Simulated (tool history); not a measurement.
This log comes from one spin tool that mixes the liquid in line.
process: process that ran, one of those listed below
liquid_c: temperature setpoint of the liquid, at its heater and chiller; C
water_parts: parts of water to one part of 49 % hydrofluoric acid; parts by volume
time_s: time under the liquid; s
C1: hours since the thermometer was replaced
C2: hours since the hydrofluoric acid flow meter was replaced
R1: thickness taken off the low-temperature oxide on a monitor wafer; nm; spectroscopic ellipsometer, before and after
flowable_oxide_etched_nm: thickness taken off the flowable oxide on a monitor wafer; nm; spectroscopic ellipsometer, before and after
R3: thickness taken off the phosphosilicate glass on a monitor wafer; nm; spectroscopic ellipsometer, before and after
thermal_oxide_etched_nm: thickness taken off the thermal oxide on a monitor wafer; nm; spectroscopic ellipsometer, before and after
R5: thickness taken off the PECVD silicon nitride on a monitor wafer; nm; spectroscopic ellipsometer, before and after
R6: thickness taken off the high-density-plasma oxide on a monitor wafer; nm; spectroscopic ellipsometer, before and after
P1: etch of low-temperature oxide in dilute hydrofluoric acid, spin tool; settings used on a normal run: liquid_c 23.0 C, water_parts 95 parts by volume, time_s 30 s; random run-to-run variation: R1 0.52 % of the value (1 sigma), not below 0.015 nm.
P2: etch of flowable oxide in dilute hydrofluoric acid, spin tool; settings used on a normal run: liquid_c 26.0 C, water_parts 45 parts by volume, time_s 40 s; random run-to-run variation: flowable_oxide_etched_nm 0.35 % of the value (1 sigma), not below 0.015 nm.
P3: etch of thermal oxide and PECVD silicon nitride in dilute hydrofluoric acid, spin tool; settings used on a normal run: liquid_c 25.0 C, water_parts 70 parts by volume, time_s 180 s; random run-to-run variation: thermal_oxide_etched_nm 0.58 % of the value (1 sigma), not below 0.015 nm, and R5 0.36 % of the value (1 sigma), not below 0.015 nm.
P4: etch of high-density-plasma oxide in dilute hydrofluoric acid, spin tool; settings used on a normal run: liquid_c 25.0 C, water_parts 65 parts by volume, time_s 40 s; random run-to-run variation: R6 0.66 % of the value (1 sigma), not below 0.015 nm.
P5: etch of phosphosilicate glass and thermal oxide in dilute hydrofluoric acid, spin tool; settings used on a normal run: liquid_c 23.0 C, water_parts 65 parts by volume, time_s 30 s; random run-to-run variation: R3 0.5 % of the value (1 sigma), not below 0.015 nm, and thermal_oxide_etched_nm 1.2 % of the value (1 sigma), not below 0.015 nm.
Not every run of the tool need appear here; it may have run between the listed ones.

{"run": 1, "hour": 5.7, "process": "P1", "liquid_c": 23.0, "water_parts": 95, "time_s": 30, "C1": 329.3, "C2": 1544.2, "R1": 7.4014}
{"run": 2, "hour": 13.3, "process": "P2", "liquid_c": 26.0, "water_parts": 65, "time_s": 40, "C1": 336.9, "C2": 1551.8, "flowable_oxide_etched_nm": 33.146}
{"run": 3, "hour": 20.9, "process": "P1", "liquid_c": 23.0, "water_parts": 140, "time_s": 15, "C1": 344.5, "C2": 1559.4, "R1": 2.3942}
{"run": 4, "hour": 29.2, "process": "P5", "liquid_c": 17.5, "water_parts": 65, "time_s": 30, "C1": 352.8, "C2": 1567.7, "R3": 32.629, "thermal_oxide_etched_nm": 1.6745}
{"run": 5, "hour": 35.5, "process": "P1", "liquid_c": 23.0, "water_parts": 95, "time_s": 30, "C1": 359.1, "C2": 1574.0, "R1": 7.4162}
{"run": 6, "hour": 42.2, "process": "P1", "liquid_c": 23.0, "water_parts": 95, "time_s": 30, "C1": 365.8, "C2": 1580.7, "R1": 7.3935}
{"run": 7, "hour": 46.0, "process": "P3", "liquid_c": 25.0, "water_parts": 70, "time_s": 15, "C1": 369.6, "C2": 1584.5, "thermal_oxide_etched_nm": 1.112, "R5": 1.2119}
{"run": 8, "hour": 52.2, "process": "P1", "liquid_c": 23.0, "water_parts": 20, "time_s": 50, "C1": 375.8, "C2": 1590.7, "R1": 64.713}
{"run": 9, "hour": 57.3, "process": "P1", "liquid_c": 17.0, "water_parts": 95, "time_s": 30, "C1": 380.9, "C2": 1595.8, "R1": 5.8314}
{"run": 10, "hour": 63.2, "process": "P3", "liquid_c": 25.0, "water_parts": 70, "time_s": 180, "C1": 386.8, "C2": 1601.7, "thermal_oxide_etched_nm": 13.507, "R5": 14.4}
{"run": 11, "hour": 68.5, "process": "P1", "liquid_c": 23.0, "water_parts": 95, "time_s": 30, "C1": 392.1, "C2": 1607.0, "R1": 7.3952}
{"run": 12, "hour": 74.7, "process": "P3", "liquid_c": 25.0, "water_parts": 70, "time_s": 180, "C1": 398.3, "C2": 1613.2, "thermal_oxide_etched_nm": 13.428, "R5": 14.471}
{"run": 13, "hour": 83.4, "process": "P1", "liquid_c": 23.0, "water_parts": 95, "time_s": 30, "C1": 407.0, "C2": 1621.9, "R1": 7.3498}
{"run": 14, "hour": 88.1, "process": "P3", "liquid_c": 29.5, "water_parts": 70, "time_s": 180, "C1": 411.7, "C2": 1626.6, "thermal_oxide_etched_nm": 16.238, "R5": 19.42}
{"run": 15, "hour": 93.4, "process": "P3", "liquid_c": 25.0, "water_parts": 125, "time_s": 180, "C1": 417.0, "C2": 1631.9, "thermal_oxide_etched_nm": 7.0684, "R5": 8.1696}
{"run": 16, "hour": 100.5, "process": "P4", "liquid_c": 25.0, "water_parts": 35, "time_s": 40, "C1": 424.1, "C2": 1639.0, "R6": 8.3882}
{"run": 17, "hour": 109.1, "process": "P5", "liquid_c": 23.0, "water_parts": 65, "time_s": 30, "C1": 432.7, "C2": 1647.6, "R3": 41.303, "thermal_oxide_etched_nm": 2.0649}
{"run": 18, "hour": 116.0, "process": "P1", "liquid_c": 23.0, "water_parts": 95, "time_s": 30, "C1": 439.6, "C2": 1654.5, "R1": 7.4872}
{"run": 19, "hour": 122.6, "process": "P4", "liquid_c": 25.0, "water_parts": 65, "time_s": 15, "C1": 446.2, "C2": 1661.1, "R6": 1.6116}
{"run": 20, "hour": 126.7, "process": "P2", "liquid_c": 26.0, "water_parts": 45, "time_s": 60, "C1": 450.3, "C2": 1665.2, "flowable_oxide_etched_nm": 74.165}
{"run": 21, "hour": 133.7, "process": "P5", "liquid_c": 23.0, "water_parts": 65, "time_s": 15, "C1": 457.3, "C2": 1672.2, "R3": 20.521, "thermal_oxide_etched_nm": 1.0324}
{"run": 22, "hour": 141.3, "process": "P1", "liquid_c": 23.0, "water_parts": 95, "time_s": 15, "C1": 464.9, "C2": 1679.8, "R1": 3.7371}
{"run": 23, "hour": 148.4, "process": "P1", "liquid_c": 23.0, "water_parts": 95, "time_s": 55, "C1": 472.0, "C2": 1686.9, "R1": 13.596}
{"hour": 152.4, "done": "hydrofluoric acid flow meter replaced"}
{"run": 24, "hour": 154.8, "process": "P4", "liquid_c": 25.0, "water_parts": 65, "time_s": 40, "C1": 478.4, "C2": 2.4, "R6": 4.3287}
{"run": 25, "hour": 160.7, "process": "P1", "liquid_c": 23.0, "water_parts": 30, "time_s": 30, "C1": 484.3, "C2": 8.3, "R1": 25.67}
{"run": 26, "hour": 165.8, "process": "P1", "liquid_c": 18.0, "water_parts": 55, "time_s": 30, "C1": 489.4, "C2": 13.4, "R1": 10.821}
{"run": 27, "hour": 174.2, "process": "P2", "liquid_c": 26.0, "water_parts": 45, "time_s": 40, "C1": 497.8, "C2": 21.8, "flowable_oxide_etched_nm": 49.544}
{"run": 28, "hour": 179.1, "process": "P1", "liquid_c": 29.5, "water_parts": 95, "time_s": 30, "C1": 502.7, "C2": 26.7, "R1": 9.5272}
{"run": 29, "hour": 187.4, "process": "P5", "liquid_c": 23.0, "water_parts": 35, "time_s": 30, "C1": 511.0, "C2": 35.0, "R3": 78.952, "thermal_oxide_etched_nm": 3.9683}
{"run": 30, "hour": 195.0, "process": "P4", "liquid_c": 29.5, "water_parts": 65, "time_s": 40, "C1": 518.6, "C2": 42.6, "R6": 5.1981}
{"run": 31, "hour": 200.6, "process": "P2", "liquid_c": 33.0, "water_parts": 45, "time_s": 40, "C1": 524.2, "C2": 48.2, "flowable_oxide_etched_nm": 65.365}
{"run": 32, "hour": 206.9, "process": "P1", "liquid_c": 23.0, "water_parts": 160, "time_s": 30, "C1": 530.5, "C2": 54.5, "R1": 4.0577}
{"run": 33, "hour": 211.4, "process": "P4", "liquid_c": 25.0, "water_parts": 65, "time_s": 40, "C1": 535.0, "C2": 59.0, "R6": 4.3743}
{"run": 34, "hour": 216.0, "process": "P1", "liquid_c": 23.0, "water_parts": 95, "time_s": 30, "C1": 539.6, "C2": 63.6, "R1": 7.4625}
{"run": 35, "hour": 220.4, "process": "P1", "liquid_c": 23.0, "water_parts": 95, "time_s": 30, "C1": 544.0, "C2": 68.0, "R1": 7.6605}
{"run": 36, "hour": 228.1, "process": "P1", "liquid_c": 23.0, "water_parts": 95, "time_s": 30, "C1": 551.7, "C2": 75.7, "R1": 7.8835}
{"run": 37, "hour": 235.4, "process": "P1", "liquid_c": 23.0, "water_parts": 95, "time_s": 30, "C1": 559.0, "C2": 83.0, "R1": 8.0646}
{"run": 38, "hour": 242.1, "process": "P1", "liquid_c": 23.0, "water_parts": 95, "time_s": 30, "C1": 565.7, "C2": 89.7, "R1": 8.1559}
{"run": 39, "hour": 248.7, "process": "P1", "liquid_c": 23.0, "water_parts": 95, "time_s": 30, "C1": 572.3, "C2": 96.3, "R1": 8.1575}
{"run": 40, "hour": 255.0, "process": "P1", "liquid_c": 23.0, "water_parts": 95, "time_s": 30, "C1": 578.6, "C2": 102.6, "R1": 8.2511}

The output of P1 has drifted from where it used to be. Each of the 2 causes below, taken at the size shown beside it, accounts for the log equally well:
A: hydrofluoric acid flow above the setpoint (%) = 9.13
B: liquid hotter than its thermometer reads (K) = 2.45
The creep began at about hour 216.0.

Below are 4 check runs, each on a single wafer, with their results shown as question marks. Which of them would tell the listed causes apart, meaning the causes would give clearly different results under it?
{"run": "check 1", "hour": 261.3, "process": "P2", "liquid_c": 26.0, "water_parts": 45, "time_s": 40, "flowable_oxide_etched_nm": "?"}
{"run": "check 2", "hour": 261.3, "process": "P5", "liquid_c": 23.0, "water_parts": 65, "time_s": 30, "R3": "?", "thermal_oxide_etched_nm": "?"}
{"run": "check 3", "hour": 261.3, "process": "P3", "liquid_c": 25.0, "water_parts": 70, "time_s": 180, "thermal_oxide_etched_nm": "?", "R5": "?"}
{"run": "check 4", "hour": 261.3, "process": "P4", "liquid_c": 25.0, "water_parts": 65, "time_s": 40, "R6": "?"}

What each check would give under each cause:
check=check_1 result=flowable_oxide_etched_nm if_A=54.266 if_B=54.602
check=check_2 result=R3 if_A=45.110 if_B=45.342
check=check_2 result=thermal_oxide_etched_nm if_A=2.2870 if_B=2.2988
check=check_3 result=thermal_oxide_etched_nm if_A=14.8190 if_B=14.8520
check=check_3 result=R5 if_A=15.8270 if_B=17.0550
check=check_4 result=R6 if_A=4.8057 if_B=4.8209
Smallest distance between any two causes, each pair judged by its most separating result, in per cent: check 1 0.62 %; check 2 0.51 %; check 3 7.47 %; check 4 0.32 %
Check 3 tells the causes apart: in the others they would give nearly the same result.

With check 3 done, the readings were: thermal_oxide_etched_nm 14.7960 nm; R5 17.1020 nm. Identify which of the listed causes applies.

It was cause B: liquid hotter than its thermometer reads (K).

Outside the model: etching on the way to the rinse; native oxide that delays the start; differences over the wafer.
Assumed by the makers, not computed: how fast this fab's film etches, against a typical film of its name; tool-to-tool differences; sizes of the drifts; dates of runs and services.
